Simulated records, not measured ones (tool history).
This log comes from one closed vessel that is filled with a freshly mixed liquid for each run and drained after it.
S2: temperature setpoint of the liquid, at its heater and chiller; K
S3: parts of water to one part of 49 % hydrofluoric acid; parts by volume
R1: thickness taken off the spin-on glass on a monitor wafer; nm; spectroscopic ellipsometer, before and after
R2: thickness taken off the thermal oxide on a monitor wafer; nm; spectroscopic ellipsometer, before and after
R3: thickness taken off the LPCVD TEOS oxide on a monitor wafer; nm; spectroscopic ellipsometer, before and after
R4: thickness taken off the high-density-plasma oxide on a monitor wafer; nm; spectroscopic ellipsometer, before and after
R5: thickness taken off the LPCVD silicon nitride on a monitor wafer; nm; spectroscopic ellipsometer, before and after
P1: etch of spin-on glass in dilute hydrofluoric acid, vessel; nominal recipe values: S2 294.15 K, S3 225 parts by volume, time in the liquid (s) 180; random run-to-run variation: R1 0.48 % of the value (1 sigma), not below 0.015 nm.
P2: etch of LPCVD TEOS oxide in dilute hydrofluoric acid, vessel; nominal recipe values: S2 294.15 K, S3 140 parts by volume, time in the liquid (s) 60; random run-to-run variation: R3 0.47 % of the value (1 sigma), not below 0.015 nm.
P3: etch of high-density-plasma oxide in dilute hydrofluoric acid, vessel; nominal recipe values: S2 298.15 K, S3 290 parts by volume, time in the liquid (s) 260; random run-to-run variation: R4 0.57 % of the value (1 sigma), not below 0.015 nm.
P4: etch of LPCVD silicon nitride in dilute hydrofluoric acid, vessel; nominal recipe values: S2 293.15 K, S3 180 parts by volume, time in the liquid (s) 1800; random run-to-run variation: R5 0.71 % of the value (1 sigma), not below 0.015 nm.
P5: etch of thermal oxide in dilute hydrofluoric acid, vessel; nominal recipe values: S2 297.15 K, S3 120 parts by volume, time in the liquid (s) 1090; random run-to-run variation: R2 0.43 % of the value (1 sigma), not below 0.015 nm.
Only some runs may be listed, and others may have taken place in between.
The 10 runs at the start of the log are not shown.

run 11 day=6.229 | process_that_ran=P1 S2=290.15 S3=225 time_in_the_liquid_(s)=180 | R1=11.999
run 12 day=6.679 | process_that_ran=P1 S2=294.15 S3=45 time_in_the_liquid_(s)=180 | R1=84.594
run 13 day=7.304 | process_that_ran=P5 S2=297.15 S3=120 time_in_the_liquid_(s)=200 | R2=7.0596
run 14 day=7.879 | process_that_ran=P4 S2=293.15 S3=180 time_in_the_liquid_(s)=1800 | R5=3.7764
run 15 day=8.562 | process_that_ran=P4 S2=290.15 S3=180 time_in_the_liquid_(s)=1800 | R5=3.1504
run 16 day=9.071 | process_that_ran=P1 S2=294.15 S3=355 time_in_the_liquid_(s)=180 | R1=7.8549
run 17 day=9.433 | process_that_ran=P2 S2=294.15 S3=140 time_in_the_liquid_(s)=60 | R3=17.015
run 18 day=10.038 | process_that_ran=P3 S2=298.15 S3=290 time_in_the_liquid_(s)=30 | R4=0.73398
run 19 day=10.738 | process_that_ran=P1 S2=294.15 S3=225 time_in_the_liquid_(s)=45 | R1=3.4486
run 20 day=11.342 | process_that_ran=P4 S2=293.15 S3=45 time_in_the_liquid_(s)=1800 | R5=14.72
run 21 day=11.946 | process_that_ran=P1 S2=290.15 S3=225 time_in_the_liquid_(s)=80 | R1=5.2777
run 22 day=12.496 | process_that_ran=P3 S2=298.15 S3=290 time_in_the_liquid_(s)=260 | R4=6.1527
run 23 day=12.988 | process_that_ran=P4 S2=293.15 S3=180 time_in_the_liquid_(s)=1800 | R5=3.814
run 24 day=13.521 | process_that_ran=P1 S2=294.15 S3=225 time_in_the_liquid_(s)=180 | R1=14.028
run 25 day=14.088 | process_that_ran=P1 S2=294.15 S3=225 time_in_the_liquid_(s)=285 | R1=22.073
run 26 day=14.742 | process_that_ran=P3 S2=298.15 S3=290 time_in_the_liquid_(s)=260 | R4=6.2766

Run 27 is up next; what results do you expect?
-- day=15.112 thermometer replaced
run 27 day=15.292 | process_that_ran=P3 S2=298.15 S3=415 time_in_the_liquid_(s)=260 | R4=?

{"run 27": {"R4": 3.8597}}
